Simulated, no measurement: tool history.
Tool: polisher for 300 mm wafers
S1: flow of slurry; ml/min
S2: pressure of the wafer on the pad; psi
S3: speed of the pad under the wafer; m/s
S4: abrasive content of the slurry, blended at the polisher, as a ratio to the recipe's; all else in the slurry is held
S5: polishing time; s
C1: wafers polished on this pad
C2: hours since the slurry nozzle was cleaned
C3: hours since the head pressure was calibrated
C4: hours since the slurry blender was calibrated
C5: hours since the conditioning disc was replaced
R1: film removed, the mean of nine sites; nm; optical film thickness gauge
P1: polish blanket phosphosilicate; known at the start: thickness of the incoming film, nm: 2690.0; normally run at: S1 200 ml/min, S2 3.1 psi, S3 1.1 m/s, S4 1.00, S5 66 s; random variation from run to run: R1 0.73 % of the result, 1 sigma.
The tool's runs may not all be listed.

run,hour,S1,S2,S3,S4,S5,C1,C2,C3,C4,C5,R1
1,10.8,200,3.1,1.1,1.00,66,718,53.5,260.6,111.5,230.1,682.00
2,27.8,315,3.1,1.1,1.00,66,828,70.5,277.6,128.5,247.1,721.42
3,43.0,200,3.1,1.1,0.75,33,926,85.7,292.8,143.7,262.3,292.92
4,54.8,200,3.9,1.1,1.00,49,1002,97.5,304.6,155.5,274.1,638.04
5,73.0,200,1.4,1.1,1.00,66,1120,115.7,322.8,173.7,292.3,310.45
6,90.2,200,3.1,1.1,1.00,66,1231,132.9,340.0,190.9,309.5,679.88
7,105.6,200,3.1,1.1,1.50,66,1331,148.3,355.4,206.3,324.9,814.63
8,114.7,200,3.1,1.1,1.00,66,1390,157.4,364.5,215.4,334.0,681.11
9,129.6,200,3.1,1.7,1.00,66,1486,172.3,379.4,230.3,348.9,973.58
10,146.7,200,3.1,1.1,1.00,104,1596,189.4,396.5,247.4,366.0,1061.30
11,158.4,200,3.1,0.5,1.00,66,1672,201.1,408.2,259.1,377.7,365.40
12,172.6,200,3.1,1.1,1.00,66,1764,215.3,422.4,273.3,391.9,683.05
13,181.7,200,4.4,1.1,1.00,66,1823,224.4,431.5,282.4,401.0,964.54
14,192.0,200,3.1,1.1,0.50,66,1889,234.7,441.8,292.7,411.3,474.49
15,207.7,200,3.1,1.1,1.00,30,1991,250.4,457.5,308.4,427.0,307.24
16,221.9,200,3.1,1.1,1.00,66,2082,264.6,471.7,322.6,441.2,690.75
# hour 223.5: slurry nozzle cleaned
17,235.7,120,3.1,1.1,1.00,66,2172,12.2,485.5,336.4,455.0,620.80
18,253.1,275,3.1,1.1,1.00,48,2284,29.6,502.9,353.8,472.4,515.91
19,271.7,200,3.1,1.1,1.00,66,2404,48.2,521.5,372.4,491.0,674.57

The next listed run, before its measurement:
20,287.9,200,3.1,1.1,1.00,66,2509,64.4,537.7,388.6,507.2,?

Run 20 gave R1 695.96 nm.
